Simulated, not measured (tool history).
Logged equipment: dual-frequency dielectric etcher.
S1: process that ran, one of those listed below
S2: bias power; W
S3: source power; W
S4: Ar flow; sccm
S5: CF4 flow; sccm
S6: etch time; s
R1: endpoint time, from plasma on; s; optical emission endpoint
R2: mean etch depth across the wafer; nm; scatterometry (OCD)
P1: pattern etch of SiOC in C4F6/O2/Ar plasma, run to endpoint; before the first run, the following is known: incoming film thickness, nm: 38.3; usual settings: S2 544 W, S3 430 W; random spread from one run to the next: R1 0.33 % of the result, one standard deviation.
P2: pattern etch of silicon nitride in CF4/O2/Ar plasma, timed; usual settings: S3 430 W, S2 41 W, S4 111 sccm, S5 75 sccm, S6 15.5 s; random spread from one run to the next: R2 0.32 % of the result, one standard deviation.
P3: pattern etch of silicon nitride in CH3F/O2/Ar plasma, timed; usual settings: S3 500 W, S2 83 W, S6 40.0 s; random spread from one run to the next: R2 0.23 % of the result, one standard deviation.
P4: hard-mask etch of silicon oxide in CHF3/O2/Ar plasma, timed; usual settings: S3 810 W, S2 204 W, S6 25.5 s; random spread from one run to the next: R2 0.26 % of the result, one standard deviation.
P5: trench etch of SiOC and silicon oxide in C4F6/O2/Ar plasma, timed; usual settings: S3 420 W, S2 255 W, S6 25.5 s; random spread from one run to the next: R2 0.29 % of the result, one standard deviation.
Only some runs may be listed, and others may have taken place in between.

run 1 day=0.492 | S1=P1 S2=544 S3=430 | R1=12.114
run 2 day=0.829 | S1=P2 S2=41 S3=430 S4=111 S5=99 S6=15.5 | R2=23.137
run 3 day=1.412 | S1=P2 S2=41 S3=520 S4=111 S5=75 S6=15.5 | R2=26.376
run 4 day=2.092 | S1=P3 S2=99 S3=500 S6=40.0 | R2=33.250
run 5 day=2.512 | S1=P2 S2=32 S3=430 S4=111 S5=75 S6=15.5 | R2=20.312
run 6 day=2.933 | S1=P4 S2=204 S3=1050 S6=25.5 | R2=65.205
run 7 day=3.625 | S1=P5 S2=255 S3=330 S6=25.5 | R2=52.549
run 8 day=3.958 | S1=P5 S2=255 S3=420 S6=25.5 | R2=57.809
run 9 day=4.367 | S1=P3 S2=83 S3=360 S6=40.0 | R2=27.455
run 10 day=4.867 | S1=P2 S2=41 S3=430 S4=111 S5=75 S6=11.0 | R2=15.896
run 11 day=5.525 | S1=P5 S2=255 S3=420 S6=20.0 | R2=45.508
run 12 day=6.092 | S1=P1 S2=544 S3=290 | R1=14.036
run 13 day=6.442 | S1=P1 S2=544 S3=430 | R1=12.194
run 14 day=6.950 | S1=P1 S2=544 S3=430 | R1=12.106
run 15 day=7.633 | S1=P3 S2=83 S3=500 S6=40.0 | R2=31.221
run 16 day=8.308 | S1=P2 S2=41 S3=430 S4=111 S5=75 S6=15.5 | R2=22.334
run 17 day=8.775 | S1=P2 S2=41 S3=430 S4=137 S5=75 S6=15.5 | R2=21.624
run 18 day=9.288 | S1=P5 S2=181 S3=420 S6=25.5 | R2=51.967
run 19 day=9.708 | S1=P1 S2=717 S3=330 | R1=12.048
run 20 day=10.288 | S1=P1 S2=544 S3=600 | R1=10.746
run 21 day=10.933 | S1=P4 S2=204 S3=810 S6=20.0 | R2=46.108

Run 22 is up next; what results do you expect?
run 22 day=11.375 | S1=P1 S2=439 S3=430 | R1=?

Run 22 produced R1 13.125 s.
